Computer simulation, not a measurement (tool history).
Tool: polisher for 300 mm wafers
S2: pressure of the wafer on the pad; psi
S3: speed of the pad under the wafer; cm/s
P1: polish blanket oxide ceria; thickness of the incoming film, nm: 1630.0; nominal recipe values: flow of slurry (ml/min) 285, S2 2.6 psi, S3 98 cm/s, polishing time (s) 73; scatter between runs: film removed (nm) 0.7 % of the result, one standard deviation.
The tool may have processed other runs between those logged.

{"run": 1, "hour": 10.6, "flow of slurry (ml/min)": 285, "S2": 2.6, "S3": 98, "polishing time (s)": 73, "film removed (nm)": 271.21}
{"run": 2, "hour": 18.7, "flow of slurry (ml/min)": 285, "S2": 2.6, "S3": 44, "polishing time (s)": 73, "film removed (nm)": 121.88}
{"run": 3, "hour": 26.2, "flow of slurry (ml/min)": 285, "S2": 1.5, "S3": 98, "polishing time (s)": 73, "film removed (nm)": 156.37}
{"hour": 26.8, "done": "slurry nozzle cleaned"}
{"run": 4, "hour": 33.1, "flow of slurry (ml/min)": 285, "S2": 2.6, "S3": 154, "polishing time (s)": 73, "film removed (nm)": 427.34}
{"run": 5, "hour": 41.1, "flow of slurry (ml/min)": 285, "S2": 2.6, "S3": 98, "polishing time (s)": 73, "film removed (nm)": 271.12}
{"run": 6, "hour": 48.2, "flow of slurry (ml/min)": 285, "S2": 3.4, "S3": 98, "polishing time (s)": 73, "film removed (nm)": 356.25}
{"run": 7, "hour": 58.7, "flow of slurry (ml/min)": 170, "S2": 2.6, "S3": 98, "polishing time (s)": 73, "film removed (nm)": 254.96}
{"run": 8, "hour": 69.5, "flow of slurry (ml/min)": 285, "S2": 2.6, "S3": 98, "polishing time (s)": 113, "film removed (nm)": 420.7}
{"run": 9, "hour": 78.8, "flow of slurry (ml/min)": 285, "S2": 2.6, "S3": 98, "polishing time (s)": 73, "film removed (nm)": 270.89}
{"run": 10, "hour": 87.4, "flow of slurry (ml/min)": 170, "S2": 3.6, "S3": 98, "polishing time (s)": 73, "film removed (nm)": 352.05}
{"run": 11, "hour": 100.1, "flow of slurry (ml/min)": 285, "S2": 2.6, "S3": 98, "polishing time (s)": 73, "film removed (nm)": 268.16}
{"run": 12, "hour": 110.1, "flow of slurry (ml/min)": 285, "S2": 2.6, "S3": 98, "polishing time (s)": 34, "film removed (nm)": 125.31}
{"run": 13, "hour": 120.8, "flow of slurry (ml/min)": 430, "S2": 2.6, "S3": 98, "polishing time (s)": 73, "film removed (nm)": 280.11}
{"run": 14, "hour": 135.4, "flow of slurry (ml/min)": 285, "S2": 2.6, "S3": 98, "polishing time (s)": 73, "film removed (nm)": 271.74}
{"run": 15, "hour": 141.8, "flow of slurry (ml/min)": 285, "S2": 2.6, "S3": 98, "polishing time (s)": 73, "film removed (nm)": 270.8}
{"run": 16, "hour": 151.4, "flow of slurry (ml/min)": 285, "S2": 2.6, "S3": 98, "polishing time (s)": 73, "film removed (nm)": 267.18}
{"run": 17, "hour": 160.0, "flow of slurry (ml/min)": 285, "S2": 2.6, "S3": 98, "polishing time (s)": 73, "film removed (nm)": 269.16}
{"run": 18, "hour": 172.2, "flow of slurry (ml/min)": 285, "S2": 2.6, "S3": 98, "polishing time (s)": 73, "film removed (nm)": 264.5}
{"run": 19, "hour": 180.9, "flow of slurry (ml/min)": 285, "S2": 2.6, "S3": 98, "polishing time (s)": 73, "film removed (nm)": 261.56}
{"run": 20, "hour": 194.0, "flow of slurry (ml/min)": 285, "S2": 2.6, "S3": 98, "polishing time (s)": 73, "film removed (nm)": 259.88}
{"hour": 203.6, "done": "head pressure recalibrated"}
{"run": 21, "hour": 203.9, "flow of slurry (ml/min)": 285, "S2": 2.6, "S3": 98, "polishing time (s)": 73, "film removed (nm)": 259.66}

Expected results for the next run?
{"run": 22, "hour": 216.8, "flow of slurry (ml/min)": 285, "S2": 2.6, "S3": 98, "polishing time (s)": 73, "film removed (nm)": "?"}

{"run 22": {"film removed (nm)": 258.65}}

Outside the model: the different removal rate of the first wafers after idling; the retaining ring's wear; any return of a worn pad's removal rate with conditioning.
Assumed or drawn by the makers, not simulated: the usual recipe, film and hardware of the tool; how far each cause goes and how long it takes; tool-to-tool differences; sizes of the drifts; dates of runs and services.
